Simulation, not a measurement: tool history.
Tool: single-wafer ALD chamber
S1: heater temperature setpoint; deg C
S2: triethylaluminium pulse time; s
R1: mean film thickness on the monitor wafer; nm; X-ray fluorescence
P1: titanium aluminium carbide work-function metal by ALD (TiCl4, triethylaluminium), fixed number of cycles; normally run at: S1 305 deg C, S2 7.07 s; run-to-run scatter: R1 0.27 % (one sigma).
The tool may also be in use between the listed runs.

{"run": 1, "day": 0.442, "S1": 305, "S2": 7.07, "R1": 1.982}
{"run": 2, "day": 0.933, "S1": 329, "S2": 4.24, "R1": 1.836}
{"run": 3, "day": 1.462, "S1": 305, "S2": 7.07, "R1": 1.9804}
{"run": 4, "day": 1.896, "S1": 287, "S2": 10.02, "R1": 1.9422}
{"run": 5, "day": 2.262, "S1": 305, "S2": 2.6, "R1": 1.2833}
{"run": 6, "day": 2.512, "S1": 305, "S2": 7.07, "R1": 1.9845}
{"run": 7, "day": 2.938, "S1": 305, "S2": 9.37, "R1": 2.0791}
{"run": 8, "day": 3.488, "S1": 329, "S2": 7.07, "R1": 2.1791}
{"run": 9, "day": 3.762, "S1": 305, "S2": 7.07, "R1": 1.9859}
{"run": 10, "day": 4.225, "S1": 305, "S2": 7.07, "R1": 1.9808}
{"run": 11, "day": 4.704, "S1": 305, "S2": 7.07, "R1": 1.9755}
{"run": 12, "day": 5.196, "S1": 305, "S2": 7.07, "R1": 1.9827}
{"day": 5.333, "done": "thermocouple changed; heater temperature recalibrated"}
{"run": 13, "day": 5.667, "S1": 280, "S2": 7.07, "R1": 1.7725}
{"run": 14, "day": 6.171, "S1": 305, "S2": 7.07, "R1": 1.9726}
{"run": 15, "day": 6.654, "S1": 305, "S2": 7.07, "R1": 1.9556}
{"run": 16, "day": 7.2, "S1": 305, "S2": 7.07, "R1": 1.9459}
{"run": 17, "day": 7.721, "S1": 305, "S2": 7.07, "R1": 1.9504}
{"run": 18, "day": 8.004, "S1": 305, "S2": 7.07, "R1": 1.9431}
{"run": 19, "day": 8.333, "S1": 305, "S2": 7.07, "R1": 1.9419}
{"run": 20, "day": 8.604, "S1": 305, "S2": 7.07, "R1": 1.9397}
{"run": 21, "day": 9.125, "S1": 305, "S2": 7.07, "R1": 1.9366}
{"run": 22, "day": 9.512, "S1": 305, "S2": 7.07, "R1": 1.9379}

What P1 gives has crept away from where it was. These 2 causes fit the log equally well, each at the size given:
A: wafer temperature below the value expected at the setpoint (K) = 4.62
B: triethylaluminium dose below that of a fresh bottle (%) = 7.68
The creep began at about day 6.171.

4 check runs are offered, one wafer each, their results left as question marks. Which one tells the causes apart?
{"run": "check 1", "day": 9.9, "S1": 281, "S2": 7.07, "R1": "?"}
{"run": "check 2", "day": 9.9, "S1": 327, "S2": 7.07, "R1": "?"}
{"run": "check 3", "day": 9.9, "S1": 305, "S2": 2.82, "R1": "?"}
{"run": "check 4", "day": 9.9, "S1": 318, "S2": 7.07, "R1": "?"}

What each check would give under each cause:
check=check_1 result=R1 if_A=1.7405 if_B=1.7436
check=check_2 result=R1 if_A=2.1272 if_B=2.1241
check=check_3 result=R1 if_A=1.3220 if_B=1.2850
check=check_4 result=R1 if_A=2.0504 if_B=2.0486
How far apart the two closest causes lie, in the result that separates them most: check 1 0.18 %; check 2 0.15 %; check 3 2.84 %; check 4 0.09 %
Only check 3 tells the causes apart: in the others they would give nearly the same result.

Check 3 was then run and gave: R1 1.2824 nm. Which cause is it?

It is B: triethylaluminium dose below that of a fresh bottle (%).

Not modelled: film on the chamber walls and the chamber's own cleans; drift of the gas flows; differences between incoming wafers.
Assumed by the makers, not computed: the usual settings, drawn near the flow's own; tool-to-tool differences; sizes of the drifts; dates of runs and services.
